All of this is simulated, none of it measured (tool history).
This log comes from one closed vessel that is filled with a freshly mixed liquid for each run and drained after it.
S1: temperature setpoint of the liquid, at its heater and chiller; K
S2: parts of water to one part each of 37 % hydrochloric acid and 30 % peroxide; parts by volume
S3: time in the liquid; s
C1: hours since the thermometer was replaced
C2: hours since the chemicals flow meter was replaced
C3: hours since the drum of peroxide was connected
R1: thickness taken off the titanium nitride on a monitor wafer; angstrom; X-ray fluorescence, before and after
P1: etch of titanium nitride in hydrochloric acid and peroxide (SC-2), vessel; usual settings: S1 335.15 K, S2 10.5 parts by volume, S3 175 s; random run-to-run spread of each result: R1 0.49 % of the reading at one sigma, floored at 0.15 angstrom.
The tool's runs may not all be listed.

| run | day | S1 | S2 | S3 | C1 | C2 | C3 | R1 |
|---|---|---|---|---|---|---|---|---|
| 1 | 0.229 | 335.15 | 10.5 | 175 | 1596.0 | 461.5 | 211.5 | 68.895 |
| 2 | 0.629 | 345.15 | 5.5 | 175 | 1605.6 | 471.1 | 221.1 | 207.430 |
| 3 | 0.879 | 335.15 | 10.5 | 175 | 1611.6 | 477.1 | 227.1 | 68.889 |
|  | 1.112 | new drum of peroxide connected |
| 4 | 1.296 | 335.15 | 10.5 | 325 | 1621.6 | 487.1 | 4.4 | 126.850 |
| 5 | 1.592 | 335.15 | 4.0 | 175 | 1628.7 | 494.2 | 11.5 | 142.390 |
| 6 | 2.050 | 335.15 | 18.0 | 175 | 1639.7 | 505.2 | 22.5 | 42.445 |
| 7 | 2.283 | 335.15 | 10.5 | 175 | 1645.3 | 510.8 | 28.1 | 68.644 |
| 8 | 2.512 | 335.15 | 10.5 | 30 | 1650.8 | 516.3 | 33.6 | 11.801 |
| 9 | 2.867 | 345.15 | 10.5 | 175 | 1659.3 | 524.8 | 42.1 | 124.470 |
| 10 | 3.296 | 335.15 | 10.5 | 175 | 1669.6 | 535.1 | 52.4 | 68.474 |
| 11 | 3.571 | 319.15 | 4.0 | 175 | 1676.2 | 541.7 | 59.0 | 50.296 |
| 12 | 3.800 | 345.15 | 10.5 | 75 | 1681.7 | 547.2 | 64.5 | 53.474 |
| 13 | 4.112 | 319.65 | 10.5 | 175 | 1689.2 | 554.7 | 72.0 | 24.798 |
| 14 | 4.458 | 335.15 | 10.5 | 175 | 1697.5 | 563.0 | 80.3 | 68.328 |
| 15 | 4.800 | 335.15 | 10.5 | 175 | 1705.7 | 571.2 | 88.5 | 71.144 |
| 16 | 5.150 | 335.15 | 10.5 | 175 | 1714.1 | 579.6 | 96.9 | 72.362 |
| 17 | 5.371 | 335.15 | 10.5 | 175 | 1719.4 | 584.9 | 102.2 | 73.458 |
| 18 | 5.667 | 335.15 | 10.5 | 175 | 1726.5 | 592.0 | 109.3 | 73.087 |
| 19 | 6.104 | 335.15 | 10.5 | 175 | 1737.0 | 602.5 | 119.8 | 73.939 |
| 20 | 6.408 | 335.15 | 10.5 | 175 | 1744.3 | 609.8 | 127.1 | 73.945 |
| 21 | 6.821 | 335.15 | 10.5 | 175 | 1754.2 | 619.7 | 137.0 | 74.968 |
| 22 | 7.267 | 335.15 | 10.5 | 175 | 1764.9 | 630.4 | 147.7 | 74.379 |

Compared with where it was, what P1 gives has crept away. Each cause listed below fits the log as well as the rest, at the size given for it:
A: liquid hotter than its thermometer reads (K) = 1.47
B: chemicals flow above the setpoint (%) = 11.5
Onset of the creep was near day 4.458.
Each remaining cause and why it is not a fit:
peroxide weaker than its label (%): cannot exceed 8; that much would move R1 by -7.4 %, which falls short of the creep or goes against it

The 4 check runs listed below each average the results of 3 wafers, and their outcomes are marked with question marks. Under which run would the listed causes produce clearly different results?
| check 1 | 7.712 | 335.15 | 17.0 | 320 |  |  |  | ? |
| check 2 | 7.712 | 320.65 | 4.5 | 175 |  |  |  | ? |
| check 3 | 7.712 | 335.15 | 18.0 | 315 |  |  |  | ? |
| check 4 | 7.712 | 335.15 | 18.0 | 45 |  |  |  | ? |

Expected result of each check under each candidate cause:
| check | result | if A | if B |
|---|---|---|---|
| check 1 | R1 | 89.988 | 90.536 |
| check 2 | R1 | 56.695 | 55.294 |
| check 3 | R1 | 84.153 | 84.721 |
| check 4 | R1 | 12.022 | 12.103 |
Distance between the nearest two causes, measured in the result of the check that separates them most: check 1 0.61 %; check 2 2.5 %; check 3 0.67 %; check 4 0.67 %
The causes can be told apart only by check 2. The other checks would give nearly the same results under each of them.

The results of check 2 are: R1 55.217 angstrom. Based on these, which of the listed causes is it?

The correct cause is B, namely: chemicals flow above the setpoint (%).

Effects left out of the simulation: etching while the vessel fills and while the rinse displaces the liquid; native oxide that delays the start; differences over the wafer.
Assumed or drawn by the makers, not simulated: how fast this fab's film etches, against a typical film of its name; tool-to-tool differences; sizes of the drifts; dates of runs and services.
